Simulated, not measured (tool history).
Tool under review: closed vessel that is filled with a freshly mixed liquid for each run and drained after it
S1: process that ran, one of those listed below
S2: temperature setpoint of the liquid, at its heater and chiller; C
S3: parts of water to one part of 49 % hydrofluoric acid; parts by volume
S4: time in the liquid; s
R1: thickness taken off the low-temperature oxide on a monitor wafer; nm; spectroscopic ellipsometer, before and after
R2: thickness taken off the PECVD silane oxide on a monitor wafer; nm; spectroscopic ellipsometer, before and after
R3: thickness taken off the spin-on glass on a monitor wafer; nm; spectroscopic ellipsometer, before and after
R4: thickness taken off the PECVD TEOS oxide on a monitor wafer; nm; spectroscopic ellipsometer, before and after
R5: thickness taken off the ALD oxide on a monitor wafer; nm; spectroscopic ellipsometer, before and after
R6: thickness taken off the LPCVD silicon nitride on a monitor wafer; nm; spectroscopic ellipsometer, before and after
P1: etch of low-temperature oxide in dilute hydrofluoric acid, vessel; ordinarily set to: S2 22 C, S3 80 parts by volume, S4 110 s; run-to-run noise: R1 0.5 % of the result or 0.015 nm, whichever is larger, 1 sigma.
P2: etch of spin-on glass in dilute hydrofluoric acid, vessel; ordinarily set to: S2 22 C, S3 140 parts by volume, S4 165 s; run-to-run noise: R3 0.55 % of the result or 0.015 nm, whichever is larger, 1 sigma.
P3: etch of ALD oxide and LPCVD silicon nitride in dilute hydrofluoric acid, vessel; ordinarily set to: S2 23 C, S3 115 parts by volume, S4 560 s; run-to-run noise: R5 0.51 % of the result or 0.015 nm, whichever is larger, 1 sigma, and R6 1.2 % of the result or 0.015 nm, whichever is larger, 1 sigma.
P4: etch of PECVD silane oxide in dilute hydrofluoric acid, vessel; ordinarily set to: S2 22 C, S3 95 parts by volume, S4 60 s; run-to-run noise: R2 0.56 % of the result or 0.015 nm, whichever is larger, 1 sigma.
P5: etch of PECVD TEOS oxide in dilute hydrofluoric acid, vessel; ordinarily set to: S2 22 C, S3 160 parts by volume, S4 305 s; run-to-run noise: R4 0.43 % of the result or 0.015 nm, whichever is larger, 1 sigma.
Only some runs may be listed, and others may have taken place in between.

run 1 hour=10.8 | S1=P1 S2=22 S3=80 S4=110 | R1=17.477
run 2 hour=20.6 | S1=P1 S2=22 S3=80 S4=110 | R1=17.593
run 3 hour=36.9 | S1=P4 S2=22 S3=95 S4=60 | R2=27.967
run 4 hour=53 | S1=P2 S2=22 S3=140 S4=165 | R3=37.925
run 5 hour=66.1 | S1=P4 S2=22 S3=20 S4=60 | R2=145.38
run 6 hour=80.1 | S1=P4 S2=30 S3=95 S4=60 | R2=38.535
run 7 hour=92.3 | S1=P5 S2=22 S3=160 S4=530 | R4=27.958
run 8 hour=108.7 | S1=P1 S2=17 S3=80 S4=165 | R1=21.284
run 9 hour=122 | S1=P3 S2=23 S3=115 S4=850 | R5=64.71 R6=2.9707
run 10 hour=133 | S1=P1 S2=22 S3=80 S4=110 | R1=17.461
run 11 hour=140.6 | S1=P2 S2=22 S3=50 S4=165 | R3=118.69
run 12 hour=152.2 | S1=P2 S2=22 S3=140 S4=165 | R3=38.476
run 13 hour=161.9 | S1=P4 S2=22 S3=95 S4=110 | R2=51.052
run 14 hour=178.3 | S1=P1 S2=17 S3=80 S4=30 | R1=3.9007
run 15 hour=189.7 | S1=P5 S2=22 S3=70 S4=305 | R4=40.986
run 16 hour=203.6 | S1=P1 S2=22 S3=80 S4=110 | R1=17.614
run 17 hour=214.4 | S1=P2 S2=17 S3=140 S4=165 | R3=31.545
run 18 hour=228.6 | S1=P1 S2=22 S3=30 S4=110 | R1=49.745
run 19 hour=236.5 | S1=P2 S2=22 S3=140 S4=310 | R3=71.552
run 20 hour=252.8 | S1=P3 S2=23 S3=115 S4=560 | R5=42.808 R6=2.0206
run 21 hour=264.5 | S1=P1 S2=22 S3=80 S4=110 | R1=17.541
run 22 hour=272.6 | S1=P1 S2=22 S3=145 S4=110 | R1=8.9576
run 23 hour=290.2 | S1=P1 S2=22 S3=80 S4=40 | R1=6.4054
run 24 hour=298.7 | S1=P1 S2=17 S3=80 S4=195 | R1=25.35
run 25 hour=308.1 | S1=P3 S2=23 S3=115 S4=560 | R5=42.74 R6=1.9901
run 26 hour=316.6 | S1=P1 S2=22 S3=80 S4=110 | R1=17.554
run 27 hour=326.4 | S1=P5 S2=22 S3=160 S4=305 | R4=16.12
run 28 hour=339.5 | S1=P1 S2=22 S3=80 S4=110 | R1=17.37
run 29 hour=351.7 | S1=P3 S2=30.5 S3=115 S4=560 | R5=56.853 R6=3.2428
run 30 hour=361.5 | S1=P3 S2=23 S3=185 S4=560 | R5=24.607 R6=1.3059
run 31 hour=378.5 | S1=P1 S2=27 S3=80 S4=110 | R1=21.542
run 32 hour=388.9 | S1=P5 S2=27 S3=160 S4=305 | R4=19.436
run 33 hour=403.1 | S1=P1 S2=17 S3=80 S4=110 | R1=14.231
run 34 hour=419.1 | S1=P1 S2=22 S3=80 S4=170 | R1=27.179
run 35 hour=434.8 | S1=P1 S2=22 S3=80 S4=110 | R1=17.645
run 36 hour=450.1 | S1=P1 S2=22 S3=80 S4=110 | R1=18.188
run 37 hour=465.4 | S1=P1 S2=22 S3=80 S4=110 | R1=18.674
run 38 hour=480.6 | S1=P1 S2=22 S3=80 S4=110 | R1=18.957
run 39 hour=495.8 | S1=P1 S2=22 S3=80 S4=110 | R1=19.141
run 40 hour=505.5 | S1=P1 S2=22 S3=80 S4=110 | R1=19.037
run 41 hour=516.4 | S1=P1 S2=22 S3=80 S4=110 | R1=19.289
run 42 hour=529.5 | S1=P1 S2=22 S3=80 S4=110 | R1=19.149
run 43 hour=539.9 | S1=P1 S2=22 S3=80 S4=110 | R1=19.424
run 44 hour=548.5 | S1=P1 S2=22 S3=80 S4=110 | R1=19.419
run 45 hour=563.4 | S1=P1 S2=22 S3=80 S4=110 | R1=19.198
run 46 hour=577.5 | S1=P1 S2=22 S3=80 S4=110 | R1=19.417

Something has made what P1 gives creep away from where it was; the 2 causes below, each at its own stated size, fit the log equally well:
A: liquid hotter than its thermometer reads (K) = 2.43
B: hydrofluoric acid flow above the setpoint (%) = 9.42
The drift started at roughly hour 434.8.

Consider the 4 check runs below, whose results appear as question marks and each of which averages 3 wafers. Which one distinguishes the causes, in that each cause would give it a clearly different result?
run check 1 hour=591.6 | S1=P5 S2=22 S3=85 S4=440 | R4=?
run check 2 hour=591.6 | S1=P2 S2=17.5 S3=140 S4=165 | R3=?
run check 3 hour=591.6 | S1=P4 S2=22 S3=40 S4=60 | R2=?
run check 4 hour=591.6 | S1=P3 S2=29 S3=115 S4=560 | R5=? R6=?

Expected result of each check under each candidate cause:
check=check_1 result=R4 if_A=52.647 if_B=52.692
check=check_2 result=R3 if_A=35.068 if_B=35.192
check=check_3 result=R2 if_A=78.24 if_B=77.685
check=check_4 result=R5 if_A=58.903 if_B=59.717
check=check_4 result=R6 if_A=3.4642 if_B=3.2604
Gap, in per cent, between the two causes that each check separates least, read from the result that separates them most: check 1 0.09 %; check 2 0.35 %; check 3 0.71 %; check 4 6.06 %
Check 4 distinguishes between the causes, while the remaining checks would return nearly the same result for all of them.

Then check 4 was run and gave: R5 58.819 nm; R6 3.4552 nm. Which cause is it?

The correct cause is A, namely: liquid hotter than its thermometer reads (K).
